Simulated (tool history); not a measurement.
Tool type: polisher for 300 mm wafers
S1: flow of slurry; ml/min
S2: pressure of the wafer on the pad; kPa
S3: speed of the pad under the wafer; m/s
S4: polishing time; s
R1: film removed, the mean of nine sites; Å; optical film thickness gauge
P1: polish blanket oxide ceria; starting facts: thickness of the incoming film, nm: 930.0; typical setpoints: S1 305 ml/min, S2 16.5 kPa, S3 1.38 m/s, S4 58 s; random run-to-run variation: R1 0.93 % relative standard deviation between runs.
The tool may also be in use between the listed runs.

| run | hour | S1 | S2 | S3 | S4 | R1 |
|---|---|---|---|---|---|---|
| 1 | 5.6 | 305 | 16.5 | 1.38 | 58 | 2308.5 |
| 2 | 8.6 | 305 | 10.3 | 1.38 | 33 | 833.92 |
| 3 | 12.3 | 305 | 16.5 | 1.38 | 58 | 2303.2 |
| 4 | 16.2 | 455 | 22.8 | 1.38 | 58 | 3269.7 |
|  | 18 | head pressure recalibrated |
| 5 | 21.5 | 305 | 8.3 | 1.38 | 58 | 1165.3 |
| 6 | 26.9 | 305 | 25.5 | 1.38 | 58 | 3549.8 |
| 7 | 30.1 | 305 | 16.5 | 1.38 | 58 | 2334 |
| 8 | 33.1 | 185 | 16.5 | 1.38 | 58 | 2211.9 |
| 9 | 35.6 | 305 | 16.5 | 2.1 | 58 | 3553.6 |
| 10 | 40.5 | 305 | 16.5 | 1.38 | 27 | 1093.1 |
| 11 | 44.9 | 305 | 16.5 | 1.38 | 58 | 2348.1 |
| 12 | 48.7 | 220 | 16.5 | 1.06 | 58 | 1726.6 |
| 13 | 52.9 | 305 | 16.5 | 0.64 | 58 | 1089 |
| 14 | 57.9 | 305 | 16.5 | 1.38 | 79 | 3151.6 |
| 15 | 63 | 460 | 16.5 | 1.38 | 58 | 2394.9 |
| 16 | 67.3 | 305 | 16.5 | 1.38 | 58 | 2349.8 |
| 17 | 71.4 | 305 | 16.5 | 1.38 | 58 | 2294 |
| 18 | 75.1 | 305 | 16.5 | 1.38 | 58 | 2260 |
| 19 | 78.8 | 305 | 16.5 | 1.38 | 58 | 2292.8 |
| 20 | 81.7 | 305 | 16.5 | 1.38 | 58 | 2207.1 |
| 21 | 87.2 | 305 | 16.5 | 1.38 | 58 | 2231.7 |
|  | 89.6 | worn pad replaced by a new one |
| 22 | 91.5 | 305 | 16.5 | 1.38 | 58 | 2224.1 |
| 23 | 94.7 | 305 | 16.5 | 1.38 | 58 | 2170.9 |
| 24 | 100.3 | 305 | 16.5 | 1.38 | 58 | 2212.9 |
| 25 | 103 | 305 | 16.5 | 1.38 | 58 | 2181 |
| 26 | 107.8 | 305 | 16.5 | 1.38 | 58 | 2211.7 |

P1 has crept away from where it was. The log is fitted equally well by each of these 2 causes, at the sizes shown:
A: slurry flow missing at the pad, % = 38.6
B: head's pressure below its setpoint, % = 5.4
Creep in the process output first set in at about hour 71.4.
Each remaining cause and why it is not a fit:
removal rate lost through wear of the pad, %: serviced at hour 89.6, which brought nothing back

Of the 4 check runs below, each run on 5 wafers with the results averaged and each result still a question mark, which one would tell the listed causes apart?
| check 1 | 112.6 | 305 | 10.3 | 0.64 | 58 | ? |
| check 2 | 112.6 | 305 | 8.3 | 1.38 | 42 | ? |
| check 3 | 112.6 | 185 | 23.4 | 1.38 | 58 | ? |
| check 4 | 112.6 | 305 | 24.8 | 1.38 | 30 | ? |

Predicted outcomes, by check and by cause:
| check | result | if A | if B |
|---|---|---|---|
| check 1 | R1 | 636.47 | 636.44 |
| check 2 | R1 | 795.04 | 795 |
| check 3 | R1 | 2842.4 | 2937.7 |
| check 4 | R1 | 1703.7 | 1703.6 |
Separation of the two closest causes in each check, using whichever result separates them best: check 1 0.01 %; check 2 0.01 %; check 3 3.3 %; check 4 0.01 %
Check 3 tells the causes apart: in the others they would give nearly the same result.

Check 3 was then run and gave: R1 2952.1 Å. Which cause is it?

Of the candidate causes, it is B: head's pressure below its setpoint, %.
